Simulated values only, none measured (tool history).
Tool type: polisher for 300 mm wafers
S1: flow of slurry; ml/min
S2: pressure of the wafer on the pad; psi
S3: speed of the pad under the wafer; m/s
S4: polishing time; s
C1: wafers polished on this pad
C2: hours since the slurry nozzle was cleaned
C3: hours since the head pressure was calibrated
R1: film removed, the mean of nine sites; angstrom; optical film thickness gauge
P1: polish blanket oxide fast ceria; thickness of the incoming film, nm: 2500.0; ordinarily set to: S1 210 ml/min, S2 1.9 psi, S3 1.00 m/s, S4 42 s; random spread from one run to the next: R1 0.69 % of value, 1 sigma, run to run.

run 1 hour=13.1 | S1=210 S2=1.9 S3=1.00 S4=42 | C1=722 C2=140.9 C3=322.7 | R1=4274.0
run 2 hour=31.1 | S1=210 S2=1.9 S3=1.00 S4=42 | C1=930 C2=158.9 C3=340.7 | R1=4314.5
run 3 hour=42.0 | S1=210 S2=0.9 S3=1.00 S4=42 | C1=1055 C2=169.8 C3=351.6 | R1=2029.6
run 4 hour=53.3 | S1=210 S2=1.9 S3=0.44 S4=42 | C1=1186 C2=181.1 C3=362.9 | R1=1907.4
run 5 hour=72.0 | S1=210 S2=1.9 S3=1.00 S4=66 | C1=1402 C2=199.8 C3=381.6 | R1=6786.5
run 6 hour=81.2 | S1=210 S2=1.9 S3=0.46 S4=23 | C1=1508 C2=209.0 C3=390.8 | R1=1082.1
run 7 hour=99.3 | S1=210 S2=1.9 S3=1.00 S4=25 | C1=1717 C2=227.1 C3=408.9 | R1=2562.8
run 8 hour=107.8 | S1=210 S2=2.8 S3=1.00 S4=42 | C1=1815 C2=235.6 C3=417.4 | R1=6359.1
run 9 hour=118.0 | S1=210 S2=1.9 S3=1.00 S4=42 | C1=1933 C2=245.8 C3=427.6 | R1=4316.5
run 10 hour=132.5 | S1=270 S2=1.9 S3=1.00 S4=42 | C1=2100 C2=260.3 C3=442.1 | R1=4415.3
run 11 hour=149.8 | S1=210 S2=1.9 S3=1.00 S4=42 | C1=2300 C2=277.6 C3=459.4 | R1=4335.8
run 12 hour=165.0 | S1=130 S2=1.9 S3=1.00 S4=42 | C1=2476 C2=292.8 C3=474.6 | R1=3991.4
run 13 hour=181.6 | S1=210 S2=1.9 S3=1.50 S4=42 | C1=2667 C2=309.4 C3=491.2 | R1=6430.0
run 14 hour=193.4 | S1=260 S2=1.9 S3=1.00 S4=21 | C1=2804 C2=321.2 C3=503.0 | R1=2222.8
run 15 hour=203.1 | S1=210 S2=1.9 S3=1.00 S4=42 | C1=2916 C2=330.9 C3=512.7 | R1=4288.7
run 16 hour=213.1 | S1=210 S2=1.1 S3=1.00 S4=20 | C1=3031 C2=340.9 C3=522.7 | R1=1196.6
run 17 hour=225.8 | S1=210 S2=1.9 S3=1.00 S4=42 | C1=3178 C2=353.6 C3=535.4 | R1=4284.0
run 18 hour=243.9 | S1=210 S2=1.9 S3=1.00 S4=42 | C1=3387 C2=371.7 C3=553.5 | R1=4211.0
run 19 hour=262.9 | S1=210 S2=1.9 S3=1.00 S4=42 | C1=3606 C2=390.7 C3=572.5 | R1=4081.1
run 20 hour=277.7 | S1=210 S2=1.9 S3=1.00 S4=42 | C1=3777 C2=405.5 C3=587.3 | R1=4071.7
run 21 hour=290.9 | S1=210 S2=1.9 S3=1.00 S4=42 | C1=3929 C2=418.7 C3=600.5 | R1=4071.5

Run 22, settings as shown, results not yet in. Your forecast:
run 22 hour=309.8 | S1=210 S2=1.9 S3=1.00 S4=42 | C1=4148 C2=437.6 C3=619.4 | R1=?

Run 22 gave R1 4051.1 angstrom.

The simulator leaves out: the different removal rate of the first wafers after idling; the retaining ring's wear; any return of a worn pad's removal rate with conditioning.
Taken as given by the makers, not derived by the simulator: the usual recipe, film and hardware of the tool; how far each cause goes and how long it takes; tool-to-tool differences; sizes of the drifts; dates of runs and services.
